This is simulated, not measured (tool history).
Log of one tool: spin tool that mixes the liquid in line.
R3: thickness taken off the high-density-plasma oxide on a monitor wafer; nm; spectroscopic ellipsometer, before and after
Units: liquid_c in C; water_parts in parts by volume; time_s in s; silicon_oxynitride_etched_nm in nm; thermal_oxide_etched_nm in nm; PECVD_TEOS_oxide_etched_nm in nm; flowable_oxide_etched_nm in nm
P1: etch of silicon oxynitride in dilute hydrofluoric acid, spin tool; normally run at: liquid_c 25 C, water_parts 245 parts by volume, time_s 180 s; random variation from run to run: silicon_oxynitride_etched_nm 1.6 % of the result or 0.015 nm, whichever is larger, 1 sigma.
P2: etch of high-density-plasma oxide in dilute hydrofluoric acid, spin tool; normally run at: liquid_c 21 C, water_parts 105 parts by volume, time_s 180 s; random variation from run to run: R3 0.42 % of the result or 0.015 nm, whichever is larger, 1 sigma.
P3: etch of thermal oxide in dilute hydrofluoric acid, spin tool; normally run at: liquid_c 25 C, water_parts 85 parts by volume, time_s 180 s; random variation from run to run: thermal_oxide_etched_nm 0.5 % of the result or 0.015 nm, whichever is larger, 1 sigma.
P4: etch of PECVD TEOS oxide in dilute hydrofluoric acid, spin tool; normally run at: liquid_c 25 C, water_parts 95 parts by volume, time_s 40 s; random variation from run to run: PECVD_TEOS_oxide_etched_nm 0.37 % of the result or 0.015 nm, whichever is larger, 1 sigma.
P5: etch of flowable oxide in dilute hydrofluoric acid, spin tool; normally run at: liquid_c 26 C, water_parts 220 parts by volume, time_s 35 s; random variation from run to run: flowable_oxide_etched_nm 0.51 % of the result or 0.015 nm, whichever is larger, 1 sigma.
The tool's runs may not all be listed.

Run 1, day 0.221: process P1, liquid_c 25 C, water_parts 245 parts by volume, time_s 180 s. Result: silicon_oxynitride_etched_nm 1.4799 nm.
Run 2, day 0.442: process P3, liquid_c 25 C, water_parts 85 parts by volume, time_s 180 s. Result: thermal_oxide_etched_nm 10.447 nm.
Run 3, day 0.679: process P2, liquid_c 21 C, water_parts 105 parts by volume, time_s 180 s. Result: R3 7.6639 nm.
Run 4, day 0.933: process P1, liquid_c 25 C, water_parts 245 parts by volume, time_s 65 s. Result: silicon_oxynitride_etched_nm 0.56328 nm.
Run 5, day 1.121: process P2, liquid_c 21 C, water_parts 105 parts by volume, time_s 70 s. Result: R3 3.0134 nm.
Run 6, day 1.417: process P1, liquid_c 32 C, water_parts 245 parts by volume, time_s 35 s. Result: silicon_oxynitride_etched_nm 0.37033 nm.
Run 7, day 1.796: process P4, liquid_c 25 C, water_parts 95 parts by volume, time_s 40 s. Result: PECVD_TEOS_oxide_etched_nm 6.6562 nm.
Run 8, day 2.138: process P1, liquid_c 25 C, water_parts 245 parts by volume, time_s 275 s. Result: silicon_oxynitride_etched_nm 2.1986 nm.
Run 9, day 2.446: process P3, liquid_c 25 C, water_parts 20 parts by volume, time_s 180 s. Result: thermal_oxide_etched_nm 48.173 nm.
Run 10, day 2.7: process P1, liquid_c 25 C, water_parts 245 parts by volume, time_s 180 s. Result: silicon_oxynitride_etched_nm 1.4582 nm.
Run 11, day 3.025: process P2, liquid_c 17 C, water_parts 105 parts by volume, time_s 180 s. Result: R3 6.5652 nm.
Run 12, day 3.233: process P4, liquid_c 25 C, water_parts 95 parts by volume, time_s 40 s. Result: PECVD_TEOS_oxide_etched_nm 6.6488 nm.
Run 13, day 3.583: process P1, liquid_c 25 C, water_parts 435 parts by volume, time_s 180 s. Result: silicon_oxynitride_etched_nm 0.7352 nm.
Run 14, day 3.896: process P2, liquid_c 21 C, water_parts 175 parts by volume, time_s 180 s. Result: R3 4.2358 nm.
Run 15, day 4.133: process P3, liquid_c 25 C, water_parts 85 parts by volume, time_s 180 s. Result: thermal_oxide_etched_nm 10.413 nm.
Run 16, day 4.312: process P5, liquid_c 26 C, water_parts 220 parts by volume, time_s 35 s. Result: flowable_oxide_etched_nm 10.094 nm.
Run 17, day 4.504: process P1, liquid_c 25 C, water_parts 110 parts by volume, time_s 180 s. Result: silicon_oxynitride_etched_nm 3.6849 nm.
Run 18, day 4.788: process P1, liquid_c 25 C, water_parts 245 parts by volume, time_s 180 s. Result: silicon_oxynitride_etched_nm 1.4806 nm.
Run 19, day 5.021: process P1, liquid_c 20 C, water_parts 55 parts by volume, time_s 180 s. Result: silicon_oxynitride_etched_nm 6.0508 nm.
Run 20, day 5.354: process P5, liquid_c 26 C, water_parts 395 parts by volume, time_s 35 s. Result: flowable_oxide_etched_nm 4.7056 nm.
Run 21, day 5.596: process P1, liquid_c 25 C, water_parts 245 parts by volume, time_s 180 s. Result: silicon_oxynitride_etched_nm 1.451 nm.
Run 22, day 5.933: process P4, liquid_c 25 C, water_parts 95 parts by volume, time_s 65 s. Result: PECVD_TEOS_oxide_etched_nm 10.753 nm.
Run 23, day 6.196: process P3, liquid_c 31 C, water_parts 85 parts by volume, time_s 180 s. Result: thermal_oxide_etched_nm 13.111 nm.
Run 24, day 6.4: process P5, liquid_c 32 C, water_parts 220 parts by volume, time_s 35 s. Result: flowable_oxide_etched_nm 12.392 nm.
Run 25, day 6.704: process P4, liquid_c 25 C, water_parts 35 parts by volume, time_s 40 s. Result: PECVD_TEOS_oxide_etched_nm 19.483 nm.
Run 26, day 6.908: process P3, liquid_c 25 C, water_parts 85 parts by volume, time_s 315 s. Result: thermal_oxide_etched_nm 18.26 nm.
Run 27, day 7.167: process P1, liquid_c 29 C, water_parts 245 parts by volume, time_s 180 s. Result: silicon_oxynitride_etched_nm 1.716 nm.
Run 28, day 7.404: process P1, liquid_c 25 C, water_parts 245 parts by volume, time_s 180 s. Result: silicon_oxynitride_etched_nm 1.4448 nm.
Run 29, day 7.754: process P4, liquid_c 17.5 C, water_parts 95 parts by volume, time_s 40 s. Result: PECVD_TEOS_oxide_etched_nm 4.9068 nm.
Run 30, day 8.054: process P1, liquid_c 25 C, water_parts 245 parts by volume, time_s 180 s. Result: silicon_oxynitride_etched_nm 1.4969 nm.
Run 31, day 8.246: process P5, liquid_c 26 C, water_parts 220 parts by volume, time_s 15 s. Result: flowable_oxide_etched_nm 4.3584 nm.
Run 32, day 8.442: process P1, liquid_c 17.5 C, water_parts 245 parts by volume, time_s 180 s. Result: silicon_oxynitride_etched_nm 1.0992 nm.
Run 33, day 8.8: process P1, liquid_c 25 C, water_parts 245 parts by volume, time_s 180 s. Result: silicon_oxynitride_etched_nm 1.4697 nm.
Run 34, day 9.188: process P1, liquid_c 25 C, water_parts 245 parts by volume, time_s 180 s. Result: silicon_oxynitride_etched_nm 1.5751 nm.

The next listed run, before its measurement:
Run 35, day 9.479: process P1, liquid_c 25 C, water_parts 245 parts by volume, time_s 180 s. Result: silicon_oxynitride_etched_nm ?.

silicon_oxynitride_etched_nm: 1.6116 nm

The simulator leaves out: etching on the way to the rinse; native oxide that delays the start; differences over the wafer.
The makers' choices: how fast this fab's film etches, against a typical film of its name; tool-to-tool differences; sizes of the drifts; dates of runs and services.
